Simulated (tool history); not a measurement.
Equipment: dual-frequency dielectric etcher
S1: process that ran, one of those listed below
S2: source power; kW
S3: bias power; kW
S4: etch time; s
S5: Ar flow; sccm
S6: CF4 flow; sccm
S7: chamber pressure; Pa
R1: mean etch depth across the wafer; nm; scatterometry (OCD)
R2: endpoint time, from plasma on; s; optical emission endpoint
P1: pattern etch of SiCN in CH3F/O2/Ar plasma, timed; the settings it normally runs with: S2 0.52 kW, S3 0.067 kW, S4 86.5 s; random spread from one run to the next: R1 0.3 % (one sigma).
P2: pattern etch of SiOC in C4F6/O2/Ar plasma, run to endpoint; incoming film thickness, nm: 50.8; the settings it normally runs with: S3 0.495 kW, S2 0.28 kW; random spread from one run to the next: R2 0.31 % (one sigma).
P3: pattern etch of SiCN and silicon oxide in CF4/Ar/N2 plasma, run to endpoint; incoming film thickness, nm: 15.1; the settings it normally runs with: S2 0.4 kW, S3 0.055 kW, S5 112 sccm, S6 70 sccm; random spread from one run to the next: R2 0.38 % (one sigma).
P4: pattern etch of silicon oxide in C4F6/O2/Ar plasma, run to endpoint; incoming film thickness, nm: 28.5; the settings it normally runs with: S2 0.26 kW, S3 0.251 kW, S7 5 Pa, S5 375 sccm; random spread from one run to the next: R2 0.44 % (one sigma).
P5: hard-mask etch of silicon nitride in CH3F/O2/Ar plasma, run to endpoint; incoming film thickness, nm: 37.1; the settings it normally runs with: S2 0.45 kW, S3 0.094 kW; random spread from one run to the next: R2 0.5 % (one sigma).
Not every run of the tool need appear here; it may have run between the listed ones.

run   hour  S1    S2     S3    S4   S5  S6    S7      R1      R2
  1   14.5  P1  0.52  0.067  86.5                 33.719
  2   22.3  P2  0.38  0.495                               17.716
  3   31.1  P5  0.58  0.094                               43.387
  4   43.7  P1  0.52  0.067  86.5                 33.755
  5   54.7  P1  0.52  0.048  86.5                 30.279
  6   65.9  P3  0.32  0.055        112  70                26.531
  7   72.5  P1  0.65  0.067  86.5                 36.776
  8   80.6  P3   0.4  0.065        112  70                20.661
  9   89.3  P1  0.52  0.067  47.5                 18.492
 10    101  P3   0.4  0.055        112  70                 21.83
 11  110.1  P1  0.52  0.067  86.5                 33.745
 12  121.5  P1  0.52  0.067   115                 44.784
 13  129.2  P4  0.26  0.337        375         5          8.6591
 14    139  P1  0.42  0.067  86.5                 31.248
 15  148.5  P4  0.26  0.251        375      3.53          9.2307
 16  161.3  P1  0.52  0.067  86.5                 33.499
 17  173.2  P1  0.31  0.049  86.5                 24.911
 18  186.4  P2  0.28  0.306                                23.74
 19  198.2  P1  0.52  0.067  86.5                 33.743
 20  205.9  P4  0.26  0.251        494         5          9.8799
 21  216.5  P3   0.4  0.055        112  70                21.807
 22  229.4  P2  0.28  0.495                               19.942
 23  236.6  P1  0.52  0.088  86.5                 37.037
 24  247.3  P1  0.34   0.08  86.5                 30.672
 25  261.5  P1  0.52   0.04  63.5                 21.035
 26  272.5  P2  0.28  0.495                               19.878
 27  280.1  P4  0.26  0.251        375         5          9.6727
 28  289.2  P4  0.19  0.251        375         5          10.871
 29  302.8  P5  0.45  0.094                               47.082
 30  311.4  P4  0.26  0.251        375         5           9.692
 31  324.8  P3   0.4  0.055        146  70                22.935
 32  335.8  P3   0.4  0.055        112  84                21.119
 33  343.2  P5  0.45  0.059                               55.705
 34  352.9  P1  0.52  0.067  86.5                 33.713
 35  365.6  P1  0.52  0.067  86.5                 33.752
 36  374.9  P1  0.52  0.067  86.5                  33.87
 37  383.4  P1  0.52  0.067  86.5                  34.19
 38    390  P1  0.52  0.067  86.5                 34.072
 39  402.3  P1  0.52  0.067  86.5                 34.169
     407.7  -- wet clean of the chamber
 40  409.9  P1  0.52  0.067  86.5                 34.346
 41  416.2  P1  0.52  0.067  86.5                 34.183
 42  425.9  P1  0.52  0.067  86.5                 34.346

P1 has crept away from where it was. The log is fitted equally well by each of these 2 causes, at the sizes shown:
A: source power that arrives over what is set, % = 4.07
B: bias power that arrives over what is set, % = 4.53
The onset of the drift is placed at about hour 365.6.
Other possible causes, and why each is ruled out:
chamber walls in a state that raises the etch rate, %: serviced at hour 407.7, which brought nothing back

Each of the check runs listed below is run on 2 wafers and reports their average, with the results left as question marks. Pick the one under which the possible causes would lead to clearly different results.
check 1  435.6  P3   0.4  0.064      112  83           ?
check 2  435.6  P4  0.22  0.323      375       5       ?
check 3  435.6  P2  0.28  0.377                        ?
check 4  435.6  P5  0.55  0.064                        ?

Predicted outcomes, by check and by cause:
  check  result    if A    if B
check 1      R2  19.514  19.922
check 2      R2  9.2321  9.2196
check 3      R2  21.691  21.661
check 4      R2  49.401  49.447
Distance between the nearest two causes, measured in the result of the check that separates them most: check 1 2.07 %; check 2 0.14 %; check 3 0.14 %; check 4 0.09 %
The other checks would show nearly matching results whichever cause is true, so check 1 is the only one that separates the causes.

Check 1 has now been run. It gave: R2 19.919 s. Which of the candidate causes is it?

It is B: bias power that arrives over what is set, %.
